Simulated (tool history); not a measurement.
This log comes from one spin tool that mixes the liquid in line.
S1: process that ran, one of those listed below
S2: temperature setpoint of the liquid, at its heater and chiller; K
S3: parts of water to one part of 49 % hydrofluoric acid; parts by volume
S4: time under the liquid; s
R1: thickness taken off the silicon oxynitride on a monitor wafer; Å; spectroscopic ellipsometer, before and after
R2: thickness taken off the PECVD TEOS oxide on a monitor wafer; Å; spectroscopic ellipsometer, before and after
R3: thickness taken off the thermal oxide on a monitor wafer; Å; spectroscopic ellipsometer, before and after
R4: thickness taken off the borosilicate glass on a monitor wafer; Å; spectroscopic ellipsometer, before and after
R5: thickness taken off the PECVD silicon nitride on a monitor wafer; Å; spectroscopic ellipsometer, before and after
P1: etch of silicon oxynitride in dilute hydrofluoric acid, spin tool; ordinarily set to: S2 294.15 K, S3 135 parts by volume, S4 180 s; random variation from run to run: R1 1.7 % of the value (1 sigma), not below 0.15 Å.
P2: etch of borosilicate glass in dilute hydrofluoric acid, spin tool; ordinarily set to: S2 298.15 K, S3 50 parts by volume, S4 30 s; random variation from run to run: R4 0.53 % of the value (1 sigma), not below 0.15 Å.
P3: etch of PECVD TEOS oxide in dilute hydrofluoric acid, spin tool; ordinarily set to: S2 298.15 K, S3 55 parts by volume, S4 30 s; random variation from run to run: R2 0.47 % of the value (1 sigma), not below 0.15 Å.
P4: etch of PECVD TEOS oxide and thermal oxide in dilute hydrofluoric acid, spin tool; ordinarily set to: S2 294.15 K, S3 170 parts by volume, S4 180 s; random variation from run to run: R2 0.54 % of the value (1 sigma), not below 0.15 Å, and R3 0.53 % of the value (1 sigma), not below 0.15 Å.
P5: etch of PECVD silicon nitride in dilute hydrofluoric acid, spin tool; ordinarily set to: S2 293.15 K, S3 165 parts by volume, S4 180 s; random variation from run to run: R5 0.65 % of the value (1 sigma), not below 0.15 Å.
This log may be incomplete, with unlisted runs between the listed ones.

{"run": 1, "hour": 3.4, "S1": "P1", "S2": 294.15, "S3": 135, "S4": 180, "R1": 16.187}
{"run": 2, "hour": 5.4, "S1": "P1", "S2": 294.15, "S3": 135, "S4": 180, "R1": 16.366}
{"run": 3, "hour": 9.8, "S1": "P4", "S2": 290.15, "S3": 170, "S4": 180, "R2": 86.555, "R3": 34.155}
{"run": 4, "hour": 13.6, "S1": "P4", "S2": 294.15, "S3": 170, "S4": 15, "R2": 8.4908, "R3": 3.2519}
{"run": 5, "hour": 16.1, "S1": "P1", "S2": 294.15, "S3": 135, "S4": 180, "R1": 15.793}
{"run": 6, "hour": 20.5, "S1": "P1", "S2": 294.15, "S3": 135, "S4": 180, "R1": 16.126}
{"run": 7, "hour": 24.2, "S1": "P4", "S2": 294.15, "S3": 40, "S4": 180, "R2": 498.73, "R3": 198.88}
{"run": 8, "hour": 28.6, "S1": "P2", "S2": 298.15, "S3": 50, "S4": 30, "R4": 161.31}
{"run": 9, "hour": 32.6, "S1": "P1", "S2": 290.15, "S3": 75, "S4": 180, "R1": 24.727}
{"run": 10, "hour": 36.3, "S1": "P5", "S2": 290.15, "S3": 165, "S4": 180, "R5": 32.598}
{"run": 11, "hour": 38.9, "S1": "P3", "S2": 302.65, "S3": 55, "S4": 30, "R2": 85.159}
{"run": 12, "hour": 41.2, "S1": "P3", "S2": 298.15, "S3": 55, "S4": 30, "R2": 69.942}
{"run": 13, "hour": 45.1, "S1": "P3", "S2": 298.15, "S3": 25, "S4": 30, "R2": 164.34}
{"run": 14, "hour": 48.9, "S1": "P1", "S2": 294.15, "S3": 30, "S4": 180, "R1": 79.127}
{"run": 15, "hour": 52.9, "S1": "P1", "S2": 290.15, "S3": 135, "S4": 180, "R1": 13.515}
{"run": 16, "hour": 56.9, "S1": "P3", "S2": 298.15, "S3": 55, "S4": 15, "R2": 35.223}
{"run": 17, "hour": 60.9, "S1": "P5", "S2": 293.15, "S3": 165, "S4": 180, "R5": 39.69}
{"run": 18, "hour": 63.3, "S1": "P1", "S2": 294.15, "S3": 135, "S4": 180, "R1": 16.049}
{"hour": 67.2, "done": "hydrofluoric acid flow meter replaced"}
{"run": 19, "hour": 67.6, "S1": "P1", "S2": 294.15, "S3": 135, "S4": 345, "R1": 30.598}
{"run": 20, "hour": 71.4, "S1": "P1", "S2": 294.15, "S3": 135, "S4": 90, "R1": 7.9972}
{"run": 21, "hour": 74.8, "S1": "P1", "S2": 301.65, "S3": 135, "S4": 180, "R1": 23.696}
{"run": 22, "hour": 79.2, "S1": "P3", "S2": 298.15, "S3": 55, "S4": 30, "R2": 70.751}
{"run": 23, "hour": 82.1, "S1": "P1", "S2": 294.15, "S3": 235, "S4": 180, "R1": 8.5358}
{"run": 24, "hour": 84.3, "S1": "P4", "S2": 294.15, "S3": 170, "S4": 180, "R2": 101.61, "R3": 40.475}
{"run": 25, "hour": 86.5, "S1": "P2", "S2": 298.15, "S3": 30, "S4": 30, "R4": 276.01}
{"run": 26, "hour": 90.0, "S1": "P2", "S2": 298.15, "S3": 50, "S4": 50, "R4": 267.25}
{"run": 27, "hour": 94.4, "S1": "P5", "S2": 293.15, "S3": 165, "S4": 310, "R5": 68.623}
{"run": 28, "hour": 98.5, "S1": "P1", "S2": 294.15, "S3": 135, "S4": 180, "R1": 16.69}
{"run": 29, "hour": 102.0, "S1": "P2", "S2": 303.15, "S3": 50, "S4": 30, "R4": 196.8}
{"run": 30, "hour": 104.5, "S1": "P1", "S2": 294.15, "S3": 135, "S4": 180, "R1": 15.799}
{"run": 31, "hour": 107.4, "S1": "P2", "S2": 298.15, "S3": 50, "S4": 30, "R4": 162.57}
{"run": 32, "hour": 111.2, "S1": "P5", "S2": 293.15, "S3": 40, "S4": 180, "R5": 158.66}
{"run": 33, "hour": 115.1, "S1": "P1", "S2": 294.15, "S3": 135, "S4": 180, "R1": 16.068}
{"run": 34, "hour": 117.9, "S1": "P1", "S2": 294.15, "S3": 135, "S4": 180, "R1": 15.86}
{"run": 35, "hour": 121.9, "S1": "P1", "S2": 294.15, "S3": 135, "S4": 180, "R1": 15.479}
{"run": 36, "hour": 124.5, "S1": "P1", "S2": 294.15, "S3": 135, "S4": 180, "R1": 14.345}
{"run": 37, "hour": 128.1, "S1": "P1", "S2": 294.15, "S3": 135, "S4": 180, "R1": 14.632}
{"run": 38, "hour": 130.7, "S1": "P1", "S2": 294.15, "S3": 135, "S4": 180, "R1": 14.438}
{"run": 39, "hour": 133.4, "S1": "P1", "S2": 294.15, "S3": 135, "S4": 180, "R1": 14.511}
{"run": 40, "hour": 137.4, "S1": "P1", "S2": 294.15, "S3": 135, "S4": 180, "R1": 14.465}
{"run": 41, "hour": 140.9, "S1": "P1", "S2": 294.15, "S3": 135, "S4": 180, "R1": 15.436}

P1 no longer gives what it gave before; its output has crept away from where it was. The following 2 causes, each at its listed size, fit the log equally well:
A: hydrofluoric acid flow below the setpoint (%) = 8.46
B: liquid colder than its thermometer reads (K) = 2.03
The drift started at roughly hour 115.1.

4 check runs are offered, one wafer each, their results left as question marks. Which one tells the causes apart?
{"run": "check 1", "hour": 144.4, "S1": "P3", "S2": 298.15, "S3": 35, "S4": 15, "R2": "?"}
{"run": "check 2", "hour": 144.4, "S1": "P5", "S2": 293.15, "S3": 45, "S4": 180, "R5": "?"}
{"run": "check 3", "hour": 144.4, "S1": "P4", "S2": 291.15, "S3": 40, "S4": 180, "R2": "?", "R3": "?"}
{"run": "check 4", "hour": 144.4, "S1": "P2", "S2": 298.15, "S3": 50, "S4": 45, "R4": "?"}

Predicted outcomes, by check and by cause:
check=check_1 result=R2 if_A=52.2560 if_B=52.6830
check=check_2 result=R5 if_A=130.430 if_B=123.270
check=check_3 result=R2 if_A=400.8800 if_B=402.4300
check=check_3 result=R3 if_A=159.3600 if_B=159.9700
check=check_4 result=R4 if_A=219.80 if_B=222.25
Smallest distance between any two causes, each pair judged by its most separating result, in per cent: check 1 0.81 %; check 2 5.65 %; check 3 0.39 %; check 4 1.11 %
Only check 2 tells the causes apart: in the others they would give nearly the same result.

After running check 2, the following was obtained: R5 124.520 Å. Which cause does this point to?

The correct cause is B, namely: liquid colder than its thermometer reads (K).

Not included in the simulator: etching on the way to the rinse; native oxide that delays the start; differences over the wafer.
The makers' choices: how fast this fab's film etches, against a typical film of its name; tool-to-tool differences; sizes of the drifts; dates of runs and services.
